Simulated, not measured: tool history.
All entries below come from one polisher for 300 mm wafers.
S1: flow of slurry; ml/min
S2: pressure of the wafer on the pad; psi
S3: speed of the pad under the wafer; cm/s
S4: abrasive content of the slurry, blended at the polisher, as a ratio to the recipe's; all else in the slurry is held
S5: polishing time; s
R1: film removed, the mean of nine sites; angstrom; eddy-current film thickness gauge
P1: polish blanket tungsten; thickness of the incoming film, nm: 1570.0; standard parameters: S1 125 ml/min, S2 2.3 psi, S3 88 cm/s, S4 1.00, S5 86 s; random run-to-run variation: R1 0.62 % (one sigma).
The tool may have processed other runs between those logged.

Run 1, hour 11.0: S1 125 ml/min, S2 2.3 psi, S3 88 cm/s, S4 1.00, S5 86 s. Result: R1 1967.00 angstrom.
Run 2, hour 21.9: S1 125 ml/min, S2 2.3 psi, S3 88 cm/s, S4 1.00, S5 86 s. Result: R1 1963.50 angstrom.
Run 3, hour 27.7: S1 125 ml/min, S2 2.3 psi, S3 88 cm/s, S4 1.00, S5 86 s. Result: R1 1965.90 angstrom.
Run 4, hour 32.9: S1 125 ml/min, S2 2.3 psi, S3 56 cm/s, S4 1.00, S5 86 s. Result: R1 1238.70 angstrom.
Run 5, hour 40.0: S1 125 ml/min, S2 2.3 psi, S3 88 cm/s, S4 1.00, S5 135 s. Result: R1 3119.50 angstrom.
Run 6, hour 47.5: S1 125 ml/min, S2 2.3 psi, S3 136 cm/s, S4 1.00, S5 86 s. Result: R1 3021.00 angstrom.
Run 7, hour 55.9: S1 125 ml/min, S2 2.3 psi, S3 88 cm/s, S4 1.00, S5 86 s. Result: R1 1975.80 angstrom.
Run 8, hour 66.4: S1 125 ml/min, S2 2.3 psi, S3 88 cm/s, S4 1.45, S5 86 s. Result: R1 2141.70 angstrom.
Run 9, hour 72.8: S1 200 ml/min, S2 2.3 psi, S3 88 cm/s, S4 1.00, S5 86 s. Result: R1 2132.00 angstrom.
Run 10, hour 82.6: S1 125 ml/min, S2 2.3 psi, S3 88 cm/s, S4 1.00, S5 39 s. Result: R1 892.98 angstrom.
Run 11, hour 88.9: S1 75 ml/min, S2 2.3 psi, S3 88 cm/s, S4 1.00, S5 86 s. Result: R1 1721.80 angstrom.
Run 12, hour 94.4: S1 125 ml/min, S2 2.3 psi, S3 88 cm/s, S4 1.00, S5 86 s. Result: R1 1951.20 angstrom.
Run 13, hour 104.1: S1 125 ml/min, S2 3.5 psi, S3 88 cm/s, S4 1.00, S5 86 s. Result: R1 2994.80 angstrom.
Run 14, hour 112.9: S1 125 ml/min, S2 1.2 psi, S3 88 cm/s, S4 1.00, S5 86 s. Result: R1 1018.10 angstrom.
Run 15, hour 121.1: S1 125 ml/min, S2 2.3 psi, S3 88 cm/s, S4 1.00, S5 86 s. Result: R1 1958.90 angstrom.
Run 16, hour 130.2: S1 125 ml/min, S2 2.8 psi, S3 88 cm/s, S4 1.45, S5 86 s. Result: R1 2605.60 angstrom.
Run 17, hour 137.9: S1 125 ml/min, S2 2.3 psi, S3 88 cm/s, S4 0.55, S5 86 s. Result: R1 1707.10 angstrom.
Run 18, hour 146.2: S1 125 ml/min, S2 2.3 psi, S3 88 cm/s, S4 1.00, S5 86 s. Result: R1 1971.70 angstrom.
Run 19, hour 153.7: S1 125 ml/min, S2 2.3 psi, S3 88 cm/s, S4 1.00, S5 86 s. Result: R1 1925.50 angstrom.
Run 20, hour 160.7: S1 125 ml/min, S2 2.3 psi, S3 88 cm/s, S4 1.00, S5 86 s. Result: R1 1894.10 angstrom.
Run 21, hour 168.8: S1 125 ml/min, S2 2.3 psi, S3 88 cm/s, S4 1.00, S5 86 s. Result: R1 1862.30 angstrom.
Run 22, hour 179.6: S1 125 ml/min, S2 2.3 psi, S3 88 cm/s, S4 1.00, S5 86 s. Result: R1 1837.70 angstrom.
At hour 183.4: head pressure recalibrated.
Run 23, hour 186.1: S1 125 ml/min, S2 2.3 psi, S3 88 cm/s, S4 1.00, S5 86 s. Result: R1 1819.00 angstrom.

Run 24, settings as shown, results not yet in. Your forecast:
At hour 193.4: slurry blender recalibrated.
At hour 194.0: slurry tank refilled with fresh slurry and peroxide.
Run 24, hour 196.8: S1 125 ml/min, S2 2.3 psi, S3 88 cm/s, S4 1.00, S5 86 s. Result: R1 ?.

{"run 24": {"R1": 1825.7}}
